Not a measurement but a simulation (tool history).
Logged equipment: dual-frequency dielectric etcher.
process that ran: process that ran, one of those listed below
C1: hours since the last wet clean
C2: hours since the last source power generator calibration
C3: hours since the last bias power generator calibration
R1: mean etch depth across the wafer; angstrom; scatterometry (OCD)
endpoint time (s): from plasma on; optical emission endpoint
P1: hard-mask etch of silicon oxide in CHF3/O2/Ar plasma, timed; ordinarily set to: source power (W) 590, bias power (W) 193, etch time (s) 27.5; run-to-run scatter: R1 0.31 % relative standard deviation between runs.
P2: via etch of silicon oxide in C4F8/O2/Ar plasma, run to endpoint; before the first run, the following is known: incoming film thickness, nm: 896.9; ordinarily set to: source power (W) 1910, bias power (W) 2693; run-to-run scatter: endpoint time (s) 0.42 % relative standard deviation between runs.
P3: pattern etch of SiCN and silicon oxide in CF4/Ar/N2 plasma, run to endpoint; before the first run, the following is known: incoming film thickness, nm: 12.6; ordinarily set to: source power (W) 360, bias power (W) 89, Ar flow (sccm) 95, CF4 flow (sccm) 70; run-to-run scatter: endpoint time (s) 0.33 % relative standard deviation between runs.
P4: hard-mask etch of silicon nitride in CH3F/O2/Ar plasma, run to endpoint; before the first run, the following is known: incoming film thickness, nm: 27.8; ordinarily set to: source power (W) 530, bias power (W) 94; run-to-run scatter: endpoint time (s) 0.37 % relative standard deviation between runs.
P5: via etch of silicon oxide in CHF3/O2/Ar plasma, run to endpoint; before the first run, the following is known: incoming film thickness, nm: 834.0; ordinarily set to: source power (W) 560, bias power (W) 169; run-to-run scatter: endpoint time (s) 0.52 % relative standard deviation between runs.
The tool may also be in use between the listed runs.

run 1 hour=7.6 | process_that_ran=P1 source_power_(W)=590 bias_power_(W)=193 etch_time_(s)=27.5 | C1=113.2 C2=1523 C3=2454.6 | R1=535.83
run 2 hour=21.7 | process_that_ran=P3 source_power_(W)=360 bias_power_(W)=89 Ar_flow_(sccm)=95 CF4_flow_(sccm)=48 | C1=127.3 C2=1537.1 C3=2468.7 | endpoint_time_(s)=17.411
run 3 hour=32.5 | process_that_ran=P2 source_power_(W)=1910 bias_power_(W)=2693 | C1=138.1 C2=1547.9 C3=2479.5 | endpoint_time_(s)=164.89
run 4 hour=42.8 | process_that_ran=P2 source_power_(W)=1910 bias_power_(W)=1740 | C1=148.4 C2=1558.2 C3=2489.8 | endpoint_time_(s)=186.29
run 5 hour=55.3 | process_that_ran=P1 source_power_(W)=430 bias_power_(W)=193 etch_time_(s)=27.5 | C1=160.9 C2=1570.7 C3=2502.3 | R1=479.19
run 6 hour=63.2 | process_that_ran=P1 source_power_(W)=590 bias_power_(W)=193 etch_time_(s)=27.5 | C1=168.8 C2=1578.6 C3=2510.2 | R1=538.1
run 7 hour=71.3 | process_that_ran=P1 source_power_(W)=590 bias_power_(W)=193 etch_time_(s)=36 | C1=176.9 C2=1586.7 C3=2518.3 | R1=701.66
run 8 hour=83.7 | process_that_ran=P1 source_power_(W)=590 bias_power_(W)=193 etch_time_(s)=27.5 | C1=189.3 C2=1599.1 C3=2530.7 | R1=537.24
run 9 hour=95.6 | process_that_ran=P1 source_power_(W)=700 bias_power_(W)=136 etch_time_(s)=27.5 | C1=201.2 C2=1611 C3=2542.6 | R1=512.35
run 10 hour=107.7 | process_that_ran=P3 source_power_(W)=360 bias_power_(W)=89 Ar_flow_(sccm)=95 CF4_flow_(sccm)=70 | C1=213.3 C2=1623.1 C3=2554.7 | endpoint_time_(s)=16.454
run 11 hour=120.8 | process_that_ran=P3 source_power_(W)=240 bias_power_(W)=89 Ar_flow_(sccm)=95 CF4_flow_(sccm)=70 | C1=226.4 C2=1636.2 C3=2567.8 | endpoint_time_(s)=23.508
run 12 hour=132.2 | process_that_ran=P4 source_power_(W)=370 bias_power_(W)=94 | C1=237.8 C2=1647.6 C3=2579.2 | endpoint_time_(s)=38.253
run 13 hour=143.2 | process_that_ran=P3 source_power_(W)=360 bias_power_(W)=89 Ar_flow_(sccm)=60 CF4_flow_(sccm)=70 | C1=248.8 C2=1658.6 C3=2590.2 | endpoint_time_(s)=15.53
run 14 hour=152.6 | process_that_ran=P1 source_power_(W)=590 bias_power_(W)=193 etch_time_(s)=27.5 | C1=258.2 C2=1668 C3=2599.6 | R1=536.89
run 15 hour=166.6 | process_that_ran=P1 source_power_(W)=590 bias_power_(W)=125 etch_time_(s)=27.5 | C1=272.2 C2=1682 C3=2613.6 | R1=463.35
run 16 hour=178.3 | process_that_ran=P2 source_power_(W)=1910 bias_power_(W)=2693 | C1=283.9 C2=1693.7 C3=2625.3 | endpoint_time_(s)=165.67
run 17 hour=192.1 | process_that_ran=P1 source_power_(W)=590 bias_power_(W)=193 etch_time_(s)=20.5 | C1=297.7 C2=1707.5 C3=2639.1 | R1=401.22
run 18 hour=201.3 | process_that_ran=P5 source_power_(W)=350 bias_power_(W)=169 | C1=306.9 C2=1716.7 C3=2648.3 | endpoint_time_(s)=530.35
run 19 hour=210.7 | process_that_ran=P4 source_power_(W)=530 bias_power_(W)=56 | C1=316.3 C2=1726.1 C3=2657.7 | endpoint_time_(s)=39.81
run 20 hour=222.4 | process_that_ran=P3 source_power_(W)=360 bias_power_(W)=54 Ar_flow_(sccm)=95 CF4_flow_(sccm)=70 | C1=328 C2=1737.8 C3=2669.4 | endpoint_time_(s)=19.367
run 21 hour=230.3 | process_that_ran=P2 source_power_(W)=2370 bias_power_(W)=2693 | C1=335.9 C2=1745.7 C3=2677.3 | endpoint_time_(s)=152.31
run 22 hour=244.1 | process_that_ran=P1 source_power_(W)=720 bias_power_(W)=193 etch_time_(s)=27.5 | C1=349.7 C2=1759.5 C3=2691.1 | R1=581.02
run 23 hour=253.7 | process_that_ran=P1 source_power_(W)=590 bias_power_(W)=193 etch_time_(s)=27.5 | C1=359.3 C2=1769.1 C3=2700.7 | R1=537.43
run 24 hour=266.1 | process_that_ran=P4 source_power_(W)=530 bias_power_(W)=94 | C1=371.7 C2=1781.5 C3=2713.1 | endpoint_time_(s)=33.695
run 25 hour=277.7 | process_that_ran=P1 source_power_(W)=590 bias_power_(W)=193 etch_time_(s)=27.5 | C1=383.3 C2=1793.1 C3=2724.7 | R1=536.82
run 26 hour=286.3 | process_that_ran=P1 source_power_(W)=590 bias_power_(W)=142 etch_time_(s)=33.5 | C1=391.9 C2=1801.7 C3=2733.3 | R1=593.37
run 27 hour=297.1 | process_that_ran=P1 source_power_(W)=590 bias_power_(W)=260 etch_time_(s)=27.5 | C1=402.7 C2=1812.5 C3=2744.1 | R1=594.55
run 28 hour=308.4 | process_that_ran=P5 source_power_(W)=560 bias_power_(W)=169 | C1=414 C2=1823.8 C3=2755.4 | endpoint_time_(s)=437.86
run 29 hour=314.5 | process_that_ran=P1 source_power_(W)=360 bias_power_(W)=193 etch_time_(s)=15 | C1=420.1 C2=1829.9 C3=2761.5 | R1=242.02
run 30 hour=327.1 | process_that_ran=P5 source_power_(W)=560 bias_power_(W)=169 | C1=432.7 C2=1842.5 C3=2774.1 | endpoint_time_(s)=440.31
run 31 hour=336.2 | process_that_ran=P5 source_power_(W)=560 bias_power_(W)=107 | C1=441.8 C2=1851.6 C3=2783.2 | endpoint_time_(s)=508.9
run 32 hour=343.1 | process_that_ran=P1 source_power_(W)=590 bias_power_(W)=193 etch_time_(s)=27.5 | C1=448.7 C2=1858.5 C3=2790.1 | R1=533.07
run 33 hour=356 | process_that_ran=P1 source_power_(W)=590 bias_power_(W)=193 etch_time_(s)=27.5 | C1=461.6 C2=1871.4 C3=2803 | R1=534.62
run 34 hour=362.7 | process_that_ran=P1 source_power_(W)=590 bias_power_(W)=193 etch_time_(s)=27.5 | C1=468.3 C2=1878.1 C3=2809.7 | R1=535.76
run 35 hour=371.8 | process_that_ran=P1 source_power_(W)=590 bias_power_(W)=193 etch_time_(s)=27.5 | C1=477.4 C2=1887.2 C3=2818.8 | R1=531.85
run 36 hour=378 | process_that_ran=P1 source_power_(W)=590 bias_power_(W)=193 etch_time_(s)=27.5 | C1=483.6 C2=1893.4 C3=2825 | R1=530.57
run 37 hour=384.7 | process_that_ran=P1 source_power_(W)=590 bias_power_(W)=193 etch_time_(s)=27.5 | C1=490.3 C2=1900.1 C3=2831.7 | R1=529.53
run 38 hour=398.5 | process_that_ran=P1 source_power_(W)=590 bias_power_(W)=193 etch_time_(s)=27.5 | C1=504.1 C2=1913.9 C3=2845.5 | R1=530.06
run 39 hour=407.3 | process_that_ran=P1 source_power_(W)=590 bias_power_(W)=193 etch_time_(s)=27.5 | C1=512.9 C2=1922.7 C3=2854.3 | R1=528.69
-- hour=414.5 wet clean of the chamber
run 40 hour=414.5 | process_that_ran=P1 source_power_(W)=590 bias_power_(W)=193 etch_time_(s)=27.5 | C1=0.1 C2=1929.9 C3=2861.5 | R1=528.44
run 41 hour=427 | process_that_ran=P1 source_power_(W)=590 bias_power_(W)=193 etch_time_(s)=27.5 | C1=12.6 C2=1942.4 C3=2874 | R1=527.51
run 42 hour=438.6 | process_that_ran=P1 source_power_(W)=590 bias_power_(W)=193 etch_time_(s)=27.5 | C1=24.2 C2=1954 C3=2885.6 | R1=526.5

The log shows P1 creeping away from where it was. Any of the 2 causes listed here, at the size stated for it, fits the log just as well as the others:
A: source power that arrives under what is set, % = 3.96
B: bias power that arrives under what is set, % = 4.43
The creep began at about hour 343.1.
Why every other cause is out:
chamber walls in a state that lowers the etch rate, %: was serviced at hour 414.5, once the creep was under way, yet the earlier output never came back

Consider the 4 check runs below, whose results appear as question marks and each of which averages 2 wafers. Which one distinguishes the causes, in that each cause would give it a clearly different result?
run check 1 hour=450.2 | process_that_ran=P5 source_power_(W)=450 bias_power_(W)=113 | endpoint_time_(s)=?
run check 2 hour=450.2 | process_that_ran=P4 source_power_(W)=530 bias_power_(W)=60 | endpoint_time_(s)=?
run check 3 hour=450.2 | process_that_ran=P3 source_power_(W)=360 bias_power_(W)=89 Ar_flow_(sccm)=65 CF4_flow_(sccm)=70 | endpoint_time_(s)=?
run check 4 hour=450.2 | process_that_ran=P2 source_power_(W)=1910 bias_power_(W)=2073 | endpoint_time_(s)=?

Expected result of each check under each candidate cause:
check=check_1 result=endpoint_time_(s) if_A=555.4 if_B=554.4
check=check_2 result=endpoint_time_(s) if_A=39.772 if_B=39.724
check=check_3 result=endpoint_time_(s) if_A=16.244 if_B=15.916
check=check_4 result=endpoint_time_(s) if_A=181 if_B=180.45
How far apart the two closest causes lie, in the result that separates them most: check 1 0.18 %; check 2 0.12 %; check 3 2.04 %; check 4 0.3 %
Only in check 3 would the causes give clearly different results; in the remaining checks their results would be nearly the same.

With check 3 done, the readings were: endpoint time (s) 16.28. Identify which of the listed causes applies.

A is the cause: source power that arrives under what is set, %.

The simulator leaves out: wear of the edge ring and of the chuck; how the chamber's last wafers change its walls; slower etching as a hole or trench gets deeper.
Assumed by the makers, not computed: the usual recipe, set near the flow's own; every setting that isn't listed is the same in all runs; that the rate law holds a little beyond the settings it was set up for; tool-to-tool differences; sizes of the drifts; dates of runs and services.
